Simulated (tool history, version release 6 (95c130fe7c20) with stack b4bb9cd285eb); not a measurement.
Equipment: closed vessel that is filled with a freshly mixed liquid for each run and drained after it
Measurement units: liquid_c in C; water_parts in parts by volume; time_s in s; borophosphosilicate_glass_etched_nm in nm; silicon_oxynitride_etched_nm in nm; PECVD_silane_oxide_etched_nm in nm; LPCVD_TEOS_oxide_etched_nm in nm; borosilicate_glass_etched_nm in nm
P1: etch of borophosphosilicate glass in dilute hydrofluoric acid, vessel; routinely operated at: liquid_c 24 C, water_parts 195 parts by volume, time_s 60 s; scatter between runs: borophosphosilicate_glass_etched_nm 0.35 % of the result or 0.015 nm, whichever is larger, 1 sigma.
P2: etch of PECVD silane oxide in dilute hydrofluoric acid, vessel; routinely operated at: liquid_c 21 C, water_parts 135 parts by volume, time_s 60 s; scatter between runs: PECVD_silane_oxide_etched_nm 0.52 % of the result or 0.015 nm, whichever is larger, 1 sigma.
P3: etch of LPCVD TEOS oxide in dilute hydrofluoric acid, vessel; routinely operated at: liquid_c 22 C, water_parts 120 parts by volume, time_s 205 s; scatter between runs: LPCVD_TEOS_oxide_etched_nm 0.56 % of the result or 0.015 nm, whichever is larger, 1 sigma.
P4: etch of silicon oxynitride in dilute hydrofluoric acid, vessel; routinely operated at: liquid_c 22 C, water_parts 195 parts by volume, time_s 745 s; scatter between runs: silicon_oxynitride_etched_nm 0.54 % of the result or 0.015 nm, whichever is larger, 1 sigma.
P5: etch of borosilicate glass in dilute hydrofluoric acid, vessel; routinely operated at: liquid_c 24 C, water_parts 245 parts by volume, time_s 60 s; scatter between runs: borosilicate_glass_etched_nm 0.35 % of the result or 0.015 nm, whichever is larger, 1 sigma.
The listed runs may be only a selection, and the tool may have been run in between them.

run,hour,process,liquid_c,water_parts,time_s,hours since the thermometer was replaced,hours since the hydrofluoric acid flow meter was replaced,borophosphosilicate_glass_etched_nm,silicon_oxynitride_etched_nm,PECVD_silane_oxide_etched_nm,LPCVD_TEOS_oxide_etched_nm,borosilicate_glass_etched_nm
1,5.3,P1,24,195,60,219.3,673,18.971,,,,
2,12.4,P1,24,110,60,226.4,680.1,37.165,,,,
3,22.7,P1,28,195,60,236.7,690.4,22.025,,,,
4,31,P4,22,195,745,245,698.7,,4.6301,,,
5,40,P1,24,195,60,254,707.7,18.99,,,,
6,47.5,P2,21,200,60,261.5,715.2,,,5.1755,,
7,57.7,P2,25,135,60,271.7,725.4,,,9.4673,,
8,68.4,P4,28.5,195,745,282.4,736.1,,6.2053,,,
9,78.3,P1,24,195,60,292.3,746,19.098,,,,
10,85.3,P3,22,120,205,299.3,753,,,,31.758,
11,95.2,P4,22,195,1400,309.2,762.9,,8.5912,,,
12,106.6,P1,24,350,60,320.6,774.3,9.0292,,,,
13,117.3,P2,21,135,95,331.3,785,,,12.898,,
14,125.2,P5,24,245,60,339.2,792.9,,,,,10.599
15,131.9,P5,24,245,60,345.9,799.6,,,,,10.598
16,137.5,P1,19.5,195,60,351.5,805.2,16.001,,,,
17,147.3,P5,24,80,60,361.3,815,,,,,39.135
18,156.1,P2,21,135,60,370.1,823.8,,,8.189,,
19,163.6,P1,24,195,30,377.6,831.3,9.523,,,,
20,172.2,P3,29.5,120,205,386.2,839.9,,,,42.024,
21,178.3,P5,17,245,60,392.3,846,,,,,8.145
22,183.4,P3,22,120,205,397.4,851.1,,,,31.661,
23,191,P1,29,195,105,405,858.7,39.864,,,,
24,201.1,P5,24,245,30,415.1,868.8,,,,,5.315
25,208.5,P4,22,35,745,422.5,876.2,,29.068,,,
26,217.5,P1,24,195,105,431.5,885.2,33.498,,,,
27,223.3,P1,17,195,30,437.3,891,7.2903,,,,
28,233.6,P1,24,195,60,447.6,901.3,19.041,,,,
29,243,P3,22,120,95,457,910.7,,,,14.813,
30,248.8,P3,22,195,205,462.8,916.5,,,,18.198,
31,254.4,P1,17,295,60,468.4,922.1,8.7808,,,,
32,264.7,P1,24,195,60,478.7,932.4,18.925,,,,
33,271.8,P1,24,195,60,485.8,939.5,18.596,,,,
34,278.3,P1,24,195,60,492.3,946,18.308,,,,
35,284.6,P1,24,195,60,498.6,952.3,18.097,,,,
36,290.4,P1,24,195,60,504.4,958.1,17.941,,,,
37,296,P1,24,195,60,510,963.7,17.882,,,,
38,303.4,P1,24,195,60,517.4,971.1,17.807,,,,
39,309.7,P1,24,195,60,523.7,977.4,17.665,,,,
40,319,P1,24,195,60,533,986.7,17.523,,,,
41,326,P1,24,195,60,540,993.7,17.658,,,,
42,337.1,P1,24,195,60,551.1,1004.8,17.515,,,,
43,347.6,P1,24,195,60,561.6,1015.3,17.648,,,,

What P1 gives has crept off from where it sat before. The 2 causes that follow fit the log equally well, each at the size noted:
A: liquid colder than its thermometer reads (K) = 2.04
B: hydrofluoric acid flow below the setpoint (%) = 6.09
The process output started creeping at around hour 264.7.

Of the 4 check runs listed below, each run on one wafer and each result written as a question mark, which would let you distinguish the listed causes because they would give clearly different results?
check 1,358.1,P4,22,40,1290,,,,?,,,
check 2,358.1,P5,20.5,245,30,,,,,,,?
check 3,358.1,P2,25,180,60,,,,,?,,
check 4,358.1,P3,26.5,120,95,,,,,,?,

If the cause were each of the candidates in turn, the checks would give the following:
check,result,if A,if B
check 1,silicon_oxynitride_etched_nm,39.502,41.029
check 2,borosilicate_glass_etched_nm,4.3148,4.3123
check 3,PECVD_silane_oxide_etched_nm,6.2895,6.293
check 4,LPCVD_TEOS_oxide_etched_nm,16.256,16.353
Per check, the gap between the least separated pair of causes, taken in the result that splits them most: check 1 3.79 %; check 2 0.06 %; check 3 0.06 %; check 4 0.59 %
The causes can be told apart only by check 1. The other checks would give nearly the same results under each of them.

Check 1 was carried out, with these results: silicon_oxynitride_etched_nm 41.032 nm. Which of the listed causes is responsible?

It is B: hydrofluoric acid flow below the setpoint (%).

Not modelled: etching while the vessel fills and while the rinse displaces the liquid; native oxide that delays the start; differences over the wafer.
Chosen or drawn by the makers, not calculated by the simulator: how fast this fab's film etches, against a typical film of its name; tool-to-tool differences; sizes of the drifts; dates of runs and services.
